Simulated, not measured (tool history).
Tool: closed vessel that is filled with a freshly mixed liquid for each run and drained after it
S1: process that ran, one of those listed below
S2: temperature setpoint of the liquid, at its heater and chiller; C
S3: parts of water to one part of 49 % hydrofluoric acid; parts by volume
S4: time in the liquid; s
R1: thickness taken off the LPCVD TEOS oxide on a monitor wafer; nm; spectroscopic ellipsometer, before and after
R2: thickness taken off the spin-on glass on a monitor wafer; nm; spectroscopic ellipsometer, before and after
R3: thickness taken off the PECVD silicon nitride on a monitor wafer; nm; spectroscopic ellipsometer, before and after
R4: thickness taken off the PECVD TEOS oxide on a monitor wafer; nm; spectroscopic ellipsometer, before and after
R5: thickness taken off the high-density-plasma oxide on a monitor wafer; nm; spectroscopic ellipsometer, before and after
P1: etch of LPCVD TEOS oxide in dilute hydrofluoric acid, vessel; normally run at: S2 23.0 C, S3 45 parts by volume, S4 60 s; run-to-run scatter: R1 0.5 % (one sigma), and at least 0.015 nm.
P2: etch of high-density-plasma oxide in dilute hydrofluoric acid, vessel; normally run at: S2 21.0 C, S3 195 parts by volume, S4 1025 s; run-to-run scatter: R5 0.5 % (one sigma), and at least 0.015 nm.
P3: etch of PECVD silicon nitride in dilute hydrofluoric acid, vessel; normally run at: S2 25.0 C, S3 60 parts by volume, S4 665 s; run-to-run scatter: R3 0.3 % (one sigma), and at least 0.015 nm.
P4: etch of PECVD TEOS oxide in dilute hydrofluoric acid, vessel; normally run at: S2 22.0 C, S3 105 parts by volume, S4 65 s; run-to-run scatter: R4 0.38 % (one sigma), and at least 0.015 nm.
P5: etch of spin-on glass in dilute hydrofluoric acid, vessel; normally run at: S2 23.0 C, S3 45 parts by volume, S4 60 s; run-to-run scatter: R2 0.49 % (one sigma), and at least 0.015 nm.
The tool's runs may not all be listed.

{"run": 1, "hour": 15.3, "S1": "P1", "S2": 23.0, "S3": 45, "S4": 60, "R1": 33.789}
{"run": 2, "hour": 28.4, "S1": "P1", "S2": 23.0, "S3": 65, "S4": 60, "R1": 22.787}
{"run": 3, "hour": 45.9, "S1": "P1", "S2": 23.0, "S3": 30, "S4": 30, "R1": 26.041}
{"run": 4, "hour": 64.4, "S1": "P5", "S2": 23.0, "S3": 45, "S4": 60, "R2": 52.164}
{"run": 5, "hour": 75.3, "S1": "P3", "S2": 25.0, "S3": 60, "S4": 665, "R3": 19.889}
{"run": 6, "hour": 93.6, "S1": "P3", "S2": 25.0, "S3": 110, "S4": 665, "R3": 10.933}
{"run": 7, "hour": 111.7, "S1": "P4", "S2": 29.5, "S3": 105, "S4": 65, "R4": 11.41}
{"run": 8, "hour": 121.4, "S1": "P3", "S2": 25.0, "S3": 60, "S4": 1335, "R3": 39.977}
{"run": 9, "hour": 134.4, "S1": "P2", "S2": 21.0, "S3": 195, "S4": 1750, "R5": 82.058}
{"run": 10, "hour": 150.3, "S1": "P1", "S2": 30.0, "S3": 45, "S4": 60, "R1": 44.8}
{"run": 11, "hour": 165.9, "S1": "P5", "S2": 23.0, "S3": 20, "S4": 60, "R2": 121.36}
{"run": 12, "hour": 178.1, "S1": "P4", "S2": 22.0, "S3": 105, "S4": 65, "R4": 8.5906}
{"run": 13, "hour": 195.8, "S1": "P1", "S2": 23.0, "S3": 25, "S4": 60, "R1": 62.373}
{"run": 14, "hour": 207.7, "S1": "P1", "S2": 23.0, "S3": 45, "S4": 60, "R1": 34.05}
{"run": 15, "hour": 217.3, "S1": "P1", "S2": 23.0, "S3": 45, "S4": 60, "R1": 33.701}
{"run": 16, "hour": 236.2, "S1": "P1", "S2": 17.0, "S3": 45, "S4": 100, "R1": 43.94}
{"run": 17, "hour": 254.0, "S1": "P5", "S2": 23.0, "S3": 45, "S4": 110, "R2": 95.798}
{"run": 18, "hour": 268.1, "S1": "P3", "S2": 31.5, "S3": 60, "S4": 665, "R3": 30.323}
{"run": 19, "hour": 279.1, "S1": "P2", "S2": 28.5, "S3": 195, "S4": 1025, "R5": 62.998}
{"run": 20, "hour": 289.1, "S1": "P5", "S2": 19.0, "S3": 45, "S4": 60, "R2": 43.976}
{"run": 21, "hour": 297.9, "S1": "P1", "S2": 23.0, "S3": 45, "S4": 100, "R1": 56.419}
{"run": 22, "hour": 309.5, "S1": "P4", "S2": 22.0, "S3": 35, "S4": 65, "R4": 28.068}
{"run": 23, "hour": 320.5, "S1": "P1", "S2": 23.0, "S3": 45, "S4": 60, "R1": 34.159}
{"run": 24, "hour": 337.2, "S1": "P4", "S2": 22.0, "S3": 105, "S4": 30, "R4": 3.9882}
{"run": 25, "hour": 354.4, "S1": "P2", "S2": 21.0, "S3": 195, "S4": 1025, "R5": 48.126}
{"run": 26, "hour": 365.8, "S1": "P2", "S2": 21.0, "S3": 30, "S4": 1025, "R5": 375.68}
{"run": 27, "hour": 377.5, "S1": "P1", "S2": 17.0, "S3": 45, "S4": 60, "R1": 26.38}
{"run": 28, "hour": 386.7, "S1": "P1", "S2": 23.0, "S3": 45, "S4": 30, "R1": 16.98}
{"hour": 391.6, "done": "hydrofluoric acid flow meter replaced"}
{"run": 29, "hour": 404.5, "S1": "P1", "S2": 23.0, "S3": 45, "S4": 60, "R1": 33.742}
{"run": 30, "hour": 420.9, "S1": "P1", "S2": 17.0, "S3": 45, "S4": 90, "R1": 39.361}
{"run": 31, "hour": 440.0, "S1": "P5", "S2": 23.0, "S3": 45, "S4": 60, "R2": 51.895}
{"run": 32, "hour": 455.5, "S1": "P1", "S2": 23.0, "S3": 45, "S4": 60, "R1": 34.127}
{"run": 33, "hour": 473.4, "S1": "P1", "S2": 23.0, "S3": 45, "S4": 60, "R1": 34.724}
{"run": 34, "hour": 492.9, "S1": "P1", "S2": 23.0, "S3": 45, "S4": 60, "R1": 35.455}
{"run": 35, "hour": 510.2, "S1": "P1", "S2": 23.0, "S3": 45, "S4": 60, "R1": 36.042}
{"run": 36, "hour": 518.6, "S1": "P1", "S2": 23.0, "S3": 45, "S4": 60, "R1": 35.975}
{"run": 37, "hour": 534.8, "S1": "P1", "S2": 23.0, "S3": 45, "S4": 60, "R1": 36.432}
{"run": 38, "hour": 550.8, "S1": "P1", "S2": 23.0, "S3": 45, "S4": 60, "R1": 36.584}
{"run": 39, "hour": 566.7, "S1": "P1", "S2": 23.0, "S3": 45, "S4": 60, "R1": 36.31}
{"run": 40, "hour": 585.1, "S1": "P1", "S2": 23.0, "S3": 45, "S4": 60, "R1": 36.33}
{"run": 41, "hour": 603.7, "S1": "P1", "S2": 23.0, "S3": 45, "S4": 60, "R1": 36.426}
{"run": 42, "hour": 618.8, "S1": "P1", "S2": 23.0, "S3": 45, "S4": 60, "R1": 36.716}
{"run": 43, "hour": 627.7, "S1": "P1", "S2": 23.0, "S3": 45, "S4": 60, "R1": 36.381}

What P1 gives has crept away from where it was. These 2 causes fit the log equally well, each at the size given:
A: liquid hotter than its thermometer reads (K) = 1.78
B: hydrofluoric acid flow above the setpoint (%) = 7.18
The creep began at about hour 455.5.

4 check runs are offered, one wafer each, their results left as question marks. Which one tells the causes apart?
{"run": "check 1", "hour": 636.6, "S1": "P3", "S2": 25.0, "S3": 105, "S4": 1025, "R3": "?"}
{"run": "check 2", "hour": 636.6, "S1": "P5", "S2": 20.0, "S3": 45, "S4": 90, "R2": "?"}
{"run": "check 3", "hour": 636.6, "S1": "P2", "S2": 21.0, "S3": 55, "S4": 1685, "R5": "?"}
{"run": "check 4", "hour": 636.6, "S1": "P4", "S2": 29.5, "S3": 35, "S4": 65, "R4": "?"}

What each check would give under each cause:
check=check_1 result=R3 if_A=19.738 if_B=18.839
check=check_2 result=R2 if_A=74.354 if_B=74.169
check=check_3 result=R5 if_A=351.710 if_B=351.560
check=check_4 result=R4 if_A=40.9720 if_B=41.0600
How far apart the two closest causes lie, in the result that separates them most: check 1 4.66 %; check 2 0.25 %; check 3 0.04 %; check 4 0.22 %
Only check 1 tells the causes apart: in the others they would give nearly the same result.

Check 1 was then run and gave: R3 19.797 nm. Which cause is it?

It is A: liquid hotter than its thermometer reads (K).
